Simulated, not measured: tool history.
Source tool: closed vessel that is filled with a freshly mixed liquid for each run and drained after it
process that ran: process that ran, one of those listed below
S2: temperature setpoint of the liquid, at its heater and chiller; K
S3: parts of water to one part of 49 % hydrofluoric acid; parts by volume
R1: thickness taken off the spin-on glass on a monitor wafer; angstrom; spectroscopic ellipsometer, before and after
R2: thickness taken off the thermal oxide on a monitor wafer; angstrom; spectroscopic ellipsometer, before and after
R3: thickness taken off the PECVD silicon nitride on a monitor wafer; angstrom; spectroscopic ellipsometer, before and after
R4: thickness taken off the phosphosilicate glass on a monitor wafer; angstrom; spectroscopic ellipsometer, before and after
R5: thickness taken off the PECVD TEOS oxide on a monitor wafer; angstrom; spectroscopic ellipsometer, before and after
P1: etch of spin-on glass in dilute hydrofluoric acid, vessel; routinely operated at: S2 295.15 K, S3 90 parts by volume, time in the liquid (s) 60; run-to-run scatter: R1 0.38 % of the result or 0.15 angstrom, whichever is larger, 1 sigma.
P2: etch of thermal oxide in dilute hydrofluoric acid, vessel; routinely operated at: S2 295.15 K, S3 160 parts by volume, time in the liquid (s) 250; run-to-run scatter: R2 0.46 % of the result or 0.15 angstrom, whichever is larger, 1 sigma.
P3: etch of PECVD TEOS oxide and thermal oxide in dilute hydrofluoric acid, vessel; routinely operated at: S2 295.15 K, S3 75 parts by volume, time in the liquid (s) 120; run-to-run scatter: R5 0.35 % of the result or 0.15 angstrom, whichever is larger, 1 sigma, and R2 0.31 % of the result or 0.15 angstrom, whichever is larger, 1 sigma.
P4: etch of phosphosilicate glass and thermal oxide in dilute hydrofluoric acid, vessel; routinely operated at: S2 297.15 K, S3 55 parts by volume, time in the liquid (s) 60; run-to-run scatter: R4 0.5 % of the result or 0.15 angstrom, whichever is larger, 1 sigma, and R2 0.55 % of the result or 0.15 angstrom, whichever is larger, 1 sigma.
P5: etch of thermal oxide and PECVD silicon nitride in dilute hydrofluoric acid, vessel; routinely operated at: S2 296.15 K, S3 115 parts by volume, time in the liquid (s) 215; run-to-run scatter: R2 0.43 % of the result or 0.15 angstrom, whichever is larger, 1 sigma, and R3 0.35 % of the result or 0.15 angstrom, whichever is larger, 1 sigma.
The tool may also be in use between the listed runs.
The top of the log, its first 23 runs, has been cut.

run 24 day=6.100 | process_that_ran=P1 S2=290.15 S3=135 time_in_the_liquid_(s)=60 | R1=138.69
run 25 day=6.267 | process_that_ran=P1 S2=295.15 S3=90 time_in_the_liquid_(s)=60 | R1=270.65
run 26 day=6.458 | process_that_ran=P2 S2=295.15 S3=160 time_in_the_liquid_(s)=250 | R2=62.931
run 27 day=6.708 | process_that_ran=P1 S2=295.15 S3=90 time_in_the_liquid_(s)=60 | R1=268.77
run 28 day=6.875 | process_that_ran=P1 S2=295.15 S3=90 time_in_the_liquid_(s)=105 | R1=470.89
run 29 day=7.171 | process_that_ran=P1 S2=295.15 S3=90 time_in_the_liquid_(s)=60 | R1=269.52
run 30 day=7.325 | process_that_ran=P1 S2=295.15 S3=90 time_in_the_liquid_(s)=60 | R1=268.41
run 31 day=7.650 | process_that_ran=P1 S2=295.15 S3=90 time_in_the_liquid_(s)=60 | R1=271.12
run 32 day=7.962 | process_that_ran=P2 S2=295.15 S3=235 time_in_the_liquid_(s)=250 | R2=40.158

Run 33 is up next; what results do you expect?
run 33 day=8.167 | process_that_ran=P4 S2=304.65 S3=55 time_in_the_liquid_(s)=60 | R2=? R4=?

R2: 75.798 angstrom
R4: 2950.3 angstrom

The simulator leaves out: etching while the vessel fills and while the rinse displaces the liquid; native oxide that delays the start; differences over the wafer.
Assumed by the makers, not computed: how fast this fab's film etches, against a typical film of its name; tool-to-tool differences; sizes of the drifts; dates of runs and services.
